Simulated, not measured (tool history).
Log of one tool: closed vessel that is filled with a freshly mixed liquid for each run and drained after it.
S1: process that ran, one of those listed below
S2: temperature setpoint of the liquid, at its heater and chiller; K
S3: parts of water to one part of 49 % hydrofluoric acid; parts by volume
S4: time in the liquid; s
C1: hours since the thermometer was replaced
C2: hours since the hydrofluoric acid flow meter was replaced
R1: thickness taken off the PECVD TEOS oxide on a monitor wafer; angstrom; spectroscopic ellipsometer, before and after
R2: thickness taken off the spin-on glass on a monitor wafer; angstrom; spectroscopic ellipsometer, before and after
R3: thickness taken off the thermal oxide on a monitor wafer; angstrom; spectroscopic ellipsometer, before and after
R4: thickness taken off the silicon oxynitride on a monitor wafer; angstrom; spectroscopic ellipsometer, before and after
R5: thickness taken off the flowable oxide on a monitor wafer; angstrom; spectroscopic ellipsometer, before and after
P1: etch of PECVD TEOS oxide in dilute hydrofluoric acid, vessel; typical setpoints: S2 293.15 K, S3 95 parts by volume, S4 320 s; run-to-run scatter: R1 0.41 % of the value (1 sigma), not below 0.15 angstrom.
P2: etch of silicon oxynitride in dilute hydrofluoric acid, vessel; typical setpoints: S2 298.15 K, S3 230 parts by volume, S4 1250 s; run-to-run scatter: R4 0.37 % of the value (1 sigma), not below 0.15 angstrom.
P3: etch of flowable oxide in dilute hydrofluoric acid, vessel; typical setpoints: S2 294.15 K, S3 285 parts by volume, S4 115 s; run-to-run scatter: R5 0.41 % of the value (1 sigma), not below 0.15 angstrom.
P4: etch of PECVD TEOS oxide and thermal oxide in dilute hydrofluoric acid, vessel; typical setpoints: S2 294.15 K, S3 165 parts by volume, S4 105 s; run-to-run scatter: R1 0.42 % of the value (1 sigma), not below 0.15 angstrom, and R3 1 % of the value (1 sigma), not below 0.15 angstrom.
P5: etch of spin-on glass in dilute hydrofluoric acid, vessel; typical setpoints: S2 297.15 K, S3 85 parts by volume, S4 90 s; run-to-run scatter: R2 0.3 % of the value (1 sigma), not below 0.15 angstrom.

Run 1, day 0.262: S1 P1, S2 293.15 K, S3 95 parts by volume, S4 320 s; C1 720.7; C2 523.1. Result: R1 528.62 angstrom.
Run 2, day 0.692: S1 P5, S2 297.15 K, S3 85 parts by volume, S4 175 s; C1 731; C2 533.4. Result: R2 653.07 angstrom.
Run 3, day 0.975: S1 P4, S2 294.15 K, S3 165 parts by volume, S4 105 s; C1 737.8; C2 540.2. Result: R1 91.435 angstrom, R3 23.47 angstrom.
Run 4, day 1.212: S1 P1, S2 298.65 K, S3 95 parts by volume, S4 320 s; C1 743.5; C2 545.9. Result: R1 664.23 angstrom.
Run 5, day 1.471: S1 P2, S2 298.15 K, S3 375 parts by volume, S4 1250 s; C1 749.7; C2 552.1. Result: R4 54.396 angstrom.
Run 6, day 1.846: S1 P3, S2 294.15 K, S3 285 parts by volume, S4 115 s; C1 758.7; C2 561.1. Result: R5 124.91 angstrom.
Run 7, day 2.112: S1 P2, S2 298.15 K, S3 230 parts by volume, S4 2420 s; C1 765.1; C2 567.5. Result: R4 190.76 angstrom.
Run 8, day 2.438: S1 P4, S2 301.65 K, S3 165 parts by volume, S4 105 s; C1 772.9; C2 575.3. Result: R1 119.93 angstrom, R3 31.86 angstrom.
Run 9, day 2.683: S1 P1, S2 290.15 K, S3 95 parts by volume, S4 320 s; C1 778.8; C2 581.2. Result: R1 468.13 angstrom.
At day 2.875: hydrofluoric acid flow meter replaced.
Run 10, day 3.108: S1 P1, S2 293.15 K, S3 95 parts by volume, S4 320 s; C1 789; C2 5.6. Result: R1 532.35 angstrom.
Run 11, day 3.354: S1 P1, S2 293.15 K, S3 95 parts by volume, S4 565 s; C1 794.9; C2 11.5. Result: R1 934.37 angstrom.
Run 12, day 3.65: S1 P1, S2 293.15 K, S3 20 parts by volume, S4 320 s; C1 802; C2 18.6. Result: R1 2757 angstrom.
Run 13, day 3.912: S1 P5, S2 297.15 K, S3 25 parts by volume, S4 90 s; C1 808.3; C2 24.9. Result: R2 1232.2 angstrom.
Run 14, day 4.262: S1 P5, S2 293.15 K, S3 85 parts by volume, S4 90 s; C1 816.7; C2 33.3. Result: R2 284.12 angstrom.
Run 15, day 4.575: S1 P1, S2 293.15 K, S3 95 parts by volume, S4 320 s; C1 824.2; C2 40.8. Result: R1 527.71 angstrom.
Run 16, day 4.971: S1 P4, S2 294.15 K, S3 65 parts by volume, S4 105 s; C1 833.7; C2 50.3. Result: R1 258.05 angstrom, R3 66.561 angstrom.
Run 17, day 5.208: S1 P3, S2 299.65 K, S3 285 parts by volume, S4 115 s; C1 839.4; C2 56. Result: R5 152.05 angstrom.
Run 18, day 5.667: S1 P4, S2 294.15 K, S3 165 parts by volume, S4 30 s; C1 850.4; C2 67. Result: R1 26.115 angstrom, R3 6.8983 angstrom.
Run 19, day 5.904: S1 P1, S2 293.15 K, S3 170 parts by volume, S4 320 s; C1 856.1; C2 72.7. Result: R1 272.61 angstrom.
Run 20, day 6.258: S1 P1, S2 293.15 K, S3 95 parts by volume, S4 320 s; C1 864.6; C2 81.2. Result: R1 529.8 angstrom.
Run 21, day 6.533: S1 P1, S2 301.15 K, S3 95 parts by volume, S4 465 s; C1 871.2; C2 87.8. Result: R1 1059.5 angstrom.
Run 22, day 6.875: S1 P3, S2 294.15 K, S3 285 parts by volume, S4 115 s; C1 879.4; C2 96. Result: R5 125.11 angstrom.
Run 23, day 7.138: S1 P4, S2 294.15 K, S3 165 parts by volume, S4 105 s; C1 885.7; C2 102.3. Result: R1 90.585 angstrom, R3 23.223 angstrom.
Run 24, day 7.546: S1 P1, S2 293.15 K, S3 95 parts by volume, S4 320 s; C1 895.5; C2 112.1. Result: R1 527.23 angstrom.
Run 25, day 7.825: S1 P5, S2 297.15 K, S3 85 parts by volume, S4 90 s; C1 902.2; C2 118.8. Result: R2 335.97 angstrom.
Run 26, day 8.179: S1 P5, S2 297.15 K, S3 85 parts by volume, S4 90 s; C1 910.7; C2 127.3. Result: R2 335.64 angstrom.
Run 27, day 8.625: S1 P2, S2 293.15 K, S3 230 parts by volume, S4 1250 s; C1 921.4; C2 138. Result: R4 78.379 angstrom.
Run 28, day 8.971: S1 P3, S2 294.15 K, S3 520 parts by volume, S4 115 s; C1 929.7; C2 146.3. Result: R5 56.048 angstrom.
Run 29, day 9.358: S1 P3, S2 294.15 K, S3 285 parts by volume, S4 210 s; C1 939; C2 155.6. Result: R5 225.74 angstrom.
Run 30, day 9.788: S1 P1, S2 300.65 K, S3 30 parts by volume, S4 320 s; C1 949.3; C2 165.9. Result: R1 2490.6 angstrom.
Run 31, day 10.067: S1 P1, S2 293.15 K, S3 95 parts by volume, S4 320 s; C1 956; C2 172.6. Result: R1 534.16 angstrom.
Run 32, day 10.475: S1 P2, S2 298.15 K, S3 230 parts by volume, S4 1250 s; C1 965.8; C2 182.4. Result: R4 97.482 angstrom.
Run 33, day 10.867: S1 P2, S2 298.15 K, S3 230 parts by volume, S4 1250 s; C1 975.2; C2 191.8. Result: R4 97.962 angstrom.
Run 34, day 11.304: S1 P1, S2 293.15 K, S3 95 parts by volume, S4 180 s; C1 985.7; C2 202.3. Result: R1 295.98 angstrom.
Run 35, day 11.696: S1 P1, S2 293.15 K, S3 140 parts by volume, S4 30 s; C1 995.1; C2 211.7. Result: R1 32.048 angstrom.
Run 36, day 12.146: S1 P1, S2 293.15 K, S3 95 parts by volume, S4 320 s; C1 1005.9; C2 222.5. Result: R1 527.32 angstrom.
Run 37, day 12.567: S1 P1, S2 293.15 K, S3 95 parts by volume, S4 320 s; C1 1016; C2 232.6. Result: R1 511.39 angstrom.
Run 38, day 12.867: S1 P1, S2 293.15 K, S3 95 parts by volume, S4 320 s; C1 1023.2; C2 239.8. Result: R1 497.13 angstrom.
Run 39, day 13.325: S1 P1, S2 293.15 K, S3 95 parts by volume, S4 320 s; C1 1034.2; C2 250.8. Result: R1 493.53 angstrom.
Run 40, day 13.746: S1 P1, S2 293.15 K, S3 95 parts by volume, S4 320 s; C1 1044.3; C2 260.9. Result: R1 490.71 angstrom.
Run 41, day 14.183: S1 P1, S2 293.15 K, S3 95 parts by volume, S4 320 s; C1 1054.8; C2 271.4. Result: R1 485.9 angstrom.
Run 42, day 14.567: S1 P1, S2 293.15 K, S3 95 parts by volume, S4 320 s; C1 1064; C2 280.6. Result: R1 482.71 angstrom.
Run 43, day 14.783: S1 P1, S2 293.15 K, S3 95 parts by volume, S4 320 s; C1 1069.2; C2 285.8. Result: R1 483.74 angstrom.

What P1 gives has crept off from where it sat before. The 2 causes that follow fit the log equally well, each at the size noted:
A: hydrofluoric acid flow below the setpoint (%) = 7.86
B: liquid colder than its thermometer reads (K) = 2.19
Onset of the creep was near day 12.146.

The check runs listed below each take one wafer, and their results are still question marks. Under which run would the listed causes lead to clearly different results?
Run check 1, day 15: S1 P5, S2 297.15 K, S3 40 parts by volume, S4 170 s. Result: R2 ?.
Run check 2, day 15: S1 P4, S2 294.15 K, S3 75 parts by volume, S4 30 s. Result: R1 ?, R3 ?.
Run check 3, day 15: S1 P2, S2 298.15 K, S3 330 parts by volume, S4 1250 s. Result: R4 ?.
Run check 4, day 15: S1 P3, S2 294.15 K, S3 465 parts by volume, S4 195 s. Result: R5 ?.

What each check would give under each cause:
  check  result    if A    if B
check 1      R2  1305.5  1298.7
check 2      R1  57.768   57.65
check 2      R3  14.992  14.961
check 3      R4   57.38  57.916
check 4      R5  98.959  102.96
Distance between the nearest two causes, measured in the result of the check that separates them most: check 1 0.53 %; check 2 0.21 %; check 3 0.93 %; check 4 3.96 %
The other checks would show nearly matching results whichever cause is true, so check 4 is the only one that separates the causes.

Check 4 was then run and gave: R5 104.01 angstrom. Which cause is it?

The cause is B: liquid colder than its thermometer reads (K).

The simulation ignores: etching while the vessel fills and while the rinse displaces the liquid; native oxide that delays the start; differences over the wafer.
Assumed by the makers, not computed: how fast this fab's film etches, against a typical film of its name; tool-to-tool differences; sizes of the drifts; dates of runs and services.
